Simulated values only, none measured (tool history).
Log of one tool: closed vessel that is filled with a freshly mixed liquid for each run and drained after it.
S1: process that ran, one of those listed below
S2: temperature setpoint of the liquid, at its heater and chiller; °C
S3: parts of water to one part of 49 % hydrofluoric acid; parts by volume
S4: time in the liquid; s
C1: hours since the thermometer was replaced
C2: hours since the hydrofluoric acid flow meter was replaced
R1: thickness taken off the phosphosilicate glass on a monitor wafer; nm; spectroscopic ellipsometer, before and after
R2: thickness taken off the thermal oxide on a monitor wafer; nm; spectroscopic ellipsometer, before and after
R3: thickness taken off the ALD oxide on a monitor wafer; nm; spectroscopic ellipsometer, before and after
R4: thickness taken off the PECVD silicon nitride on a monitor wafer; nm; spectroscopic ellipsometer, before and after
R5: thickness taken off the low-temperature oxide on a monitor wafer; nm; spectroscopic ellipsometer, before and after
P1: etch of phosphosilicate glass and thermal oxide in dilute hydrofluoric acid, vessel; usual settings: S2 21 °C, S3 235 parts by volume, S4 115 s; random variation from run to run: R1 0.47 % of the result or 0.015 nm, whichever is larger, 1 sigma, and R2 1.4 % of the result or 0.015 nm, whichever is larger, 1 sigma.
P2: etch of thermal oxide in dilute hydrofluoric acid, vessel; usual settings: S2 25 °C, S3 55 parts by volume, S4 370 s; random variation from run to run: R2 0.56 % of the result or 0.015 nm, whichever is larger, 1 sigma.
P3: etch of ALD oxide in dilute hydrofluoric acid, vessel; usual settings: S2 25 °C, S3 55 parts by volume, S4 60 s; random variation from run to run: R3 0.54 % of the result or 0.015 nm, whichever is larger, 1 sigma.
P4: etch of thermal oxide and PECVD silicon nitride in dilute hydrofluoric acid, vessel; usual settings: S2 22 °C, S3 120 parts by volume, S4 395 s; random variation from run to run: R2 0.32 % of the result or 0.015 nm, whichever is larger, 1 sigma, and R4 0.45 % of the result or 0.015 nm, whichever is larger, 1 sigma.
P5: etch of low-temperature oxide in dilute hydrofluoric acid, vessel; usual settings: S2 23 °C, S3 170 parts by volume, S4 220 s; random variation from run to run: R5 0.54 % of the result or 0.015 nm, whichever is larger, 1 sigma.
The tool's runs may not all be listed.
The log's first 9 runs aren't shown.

run 10 hour=106.2 | S1=P3 S2=25 S3=55 S4=60 | C1=2061.2 C2=290.3 | R3=11.583
run 11 hour=113.6 | S1=P2 S2=25 S3=55 S4=370 | C1=2068.6 C2=297.7 | R2=35.968
run 12 hour=120.9 | S1=P1 S2=21 S3=235 S4=115 | C1=2075.9 C2=305 | R1=53.612 R2=1.8047
run 13 hour=133.1 | S1=P2 S2=25 S3=55 S4=735 | C1=2088.1 C2=317.2 | R2=71.636
run 14 hour=146.1 | S1=P1 S2=21 S3=235 S4=45 | C1=2101.1 C2=330.2 | R1=21.026 R2=0.67086
run 15 hour=158.7 | S1=P3 S2=20 S3=55 S4=60 | C1=2113.7 C2=342.8 | R3=9.4695
run 16 hour=167.4 | S1=P1 S2=17 S3=235 S4=115 | C1=2122.4 C2=351.5 | R1=46.065 R2=1.4969
run 17 hour=180.3 | S1=P1 S2=21 S3=235 S4=210 | C1=2135.3 C2=364.4 | R1=97.454 R2=3.2529
run 18 hour=191.8 | S1=P3 S2=25 S3=55 S4=95 | C1=2146.8 C2=375.9 | R3=18.419
run 19 hour=199.6 | S1=P1 S2=21 S3=235 S4=115 | C1=2154.6 C2=383.7 | R1=53.858 R2=1.7853
run 20 hour=210.5 | S1=P1 S2=21 S3=235 S4=115 | C1=2165.5 C2=394.6 | R1=53.605 R2=1.8045
run 21 hour=222.6 | S1=P1 S2=21 S3=435 S4=115 | C1=2177.6 C2=406.7 | R1=24.26 R2=0.79834
run 22 hour=232.2 | S1=P2 S2=33 S3=55 S4=370 | C1=2187.2 C2=416.3 | R2=49.611
run 23 hour=245.8 | S1=P1 S2=26 S3=235 S4=115 | C1=2200.8 C2=429.9 | R1=64.196 R2=2.0685
run 24 hour=256.4 | S1=P1 S2=17 S3=235 S4=220 | C1=2211.4 C2=440.5 | R1=88.009 R2=2.8711
run 25 hour=269.5 | S1=P4 S2=22 S3=120 S4=395 | C1=2224.5 C2=453.6 | R2=13.308 R4=10.622

Run 26 comes next. What will it give?
run 26 hour=280.1 | S1=P2 S2=25 S3=95 S4=370 | C1=2235.1 C2=464.2 | R2=?

{"run 26": {"R2": 19.733}}
